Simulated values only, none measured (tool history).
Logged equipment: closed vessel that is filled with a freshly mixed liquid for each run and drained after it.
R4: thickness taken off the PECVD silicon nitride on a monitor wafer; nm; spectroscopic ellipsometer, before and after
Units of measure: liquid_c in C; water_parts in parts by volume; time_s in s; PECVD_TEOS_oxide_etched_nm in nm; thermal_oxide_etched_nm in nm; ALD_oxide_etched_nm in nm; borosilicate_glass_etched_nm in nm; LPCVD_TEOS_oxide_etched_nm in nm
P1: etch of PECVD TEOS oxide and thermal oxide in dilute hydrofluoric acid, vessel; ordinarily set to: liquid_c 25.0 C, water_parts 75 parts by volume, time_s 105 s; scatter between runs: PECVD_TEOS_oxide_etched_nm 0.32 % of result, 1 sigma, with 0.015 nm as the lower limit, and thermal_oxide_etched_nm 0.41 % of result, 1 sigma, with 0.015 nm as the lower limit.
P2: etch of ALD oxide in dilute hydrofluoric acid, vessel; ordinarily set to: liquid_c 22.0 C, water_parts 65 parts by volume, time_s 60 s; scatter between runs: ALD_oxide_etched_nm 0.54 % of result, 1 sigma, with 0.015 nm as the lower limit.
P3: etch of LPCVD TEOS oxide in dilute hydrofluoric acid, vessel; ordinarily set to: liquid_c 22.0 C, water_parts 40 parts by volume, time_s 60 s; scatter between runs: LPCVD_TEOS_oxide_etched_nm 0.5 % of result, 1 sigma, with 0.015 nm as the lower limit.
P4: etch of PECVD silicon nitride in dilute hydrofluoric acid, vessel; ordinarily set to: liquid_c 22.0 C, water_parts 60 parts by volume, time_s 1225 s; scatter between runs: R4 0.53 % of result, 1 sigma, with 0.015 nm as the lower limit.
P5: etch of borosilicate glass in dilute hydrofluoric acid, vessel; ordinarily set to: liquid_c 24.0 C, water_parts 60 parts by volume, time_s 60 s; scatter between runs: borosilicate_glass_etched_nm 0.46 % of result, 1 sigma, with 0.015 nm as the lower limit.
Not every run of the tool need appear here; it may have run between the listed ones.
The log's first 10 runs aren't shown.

run 11 hour=142.9 | process=P5 liquid_c=24.0 water_parts=60 time_s=105 | borosilicate_glass_etched_nm=31.772
run 12 hour=153.4 | process=P4 liquid_c=22.0 water_parts=60 time_s=2305 | R4=99.948
run 13 hour=164.2 | process=P2 liquid_c=22.0 water_parts=65 time_s=60 | ALD_oxide_etched_nm=8.7088
run 14 hour=176.6 | process=P4 liquid_c=17.0 water_parts=60 time_s=1225 | R4=37.342
run 15 hour=189.7 | process=P1 liquid_c=25.0 water_parts=105 time_s=105 | PECVD_TEOS_oxide_etched_nm=14.4790 thermal_oxide_etched_nm=5.0852
run 16 hour=206.2 | process=P3 liquid_c=22.0 water_parts=40 time_s=100 | LPCVD_TEOS_oxide_etched_nm=111.750
run 17 hour=214.4 | process=P1 liquid_c=25.0 water_parts=75 time_s=105 | PECVD_TEOS_oxide_etched_nm=21.0850 thermal_oxide_etched_nm=7.2612
run 18 hour=223.0 | process=P2 liquid_c=17.0 water_parts=65 time_s=60 | ALD_oxide_etched_nm=7.1555
run 19 hour=231.3 | process=P5 liquid_c=24.0 water_parts=85 time_s=60 | borosilicate_glass_etched_nm=12.533
run 20 hour=247.7 | process=P3 liquid_c=22.0 water_parts=55 time_s=60 | LPCVD_TEOS_oxide_etched_nm=47.876
run 21 hour=261.8 | process=P1 liquid_c=25.0 water_parts=75 time_s=105 | PECVD_TEOS_oxide_etched_nm=21.0720 thermal_oxide_etched_nm=7.3513
run 22 hour=276.1 | process=P1 liquid_c=25.0 water_parts=25 time_s=105 | PECVD_TEOS_oxide_etched_nm=67.9170 thermal_oxide_etched_nm=23.2950
-- hour=279.5 thermometer replaced
run 23 hour=286.5 | process=P3 liquid_c=22.0 water_parts=40 time_s=60 | LPCVD_TEOS_oxide_etched_nm=67.756
run 24 hour=299.1 | process=P1 liquid_c=25.0 water_parts=110 time_s=40 | PECVD_TEOS_oxide_etched_nm=5.2632 thermal_oxide_etched_nm=1.8278
run 25 hour=315.5 | process=P4 liquid_c=22.0 water_parts=20 time_s=1225 | R4=150.990
run 26 hour=328.8 | process=P1 liquid_c=25.0 water_parts=75 time_s=105 | PECVD_TEOS_oxide_etched_nm=21.1250 thermal_oxide_etched_nm=7.3012
run 27 hour=338.9 | process=P3 liquid_c=30.0 water_parts=40 time_s=60 | LPCVD_TEOS_oxide_etched_nm=92.883

Expected results for the next run?
run 28 hour=354.3 | process=P2 liquid_c=22.0 water_parts=85 time_s=60 | ALD_oxide_etched_nm=?

{"run 28": {"ALD_oxide_etched_nm": 6.5944}}
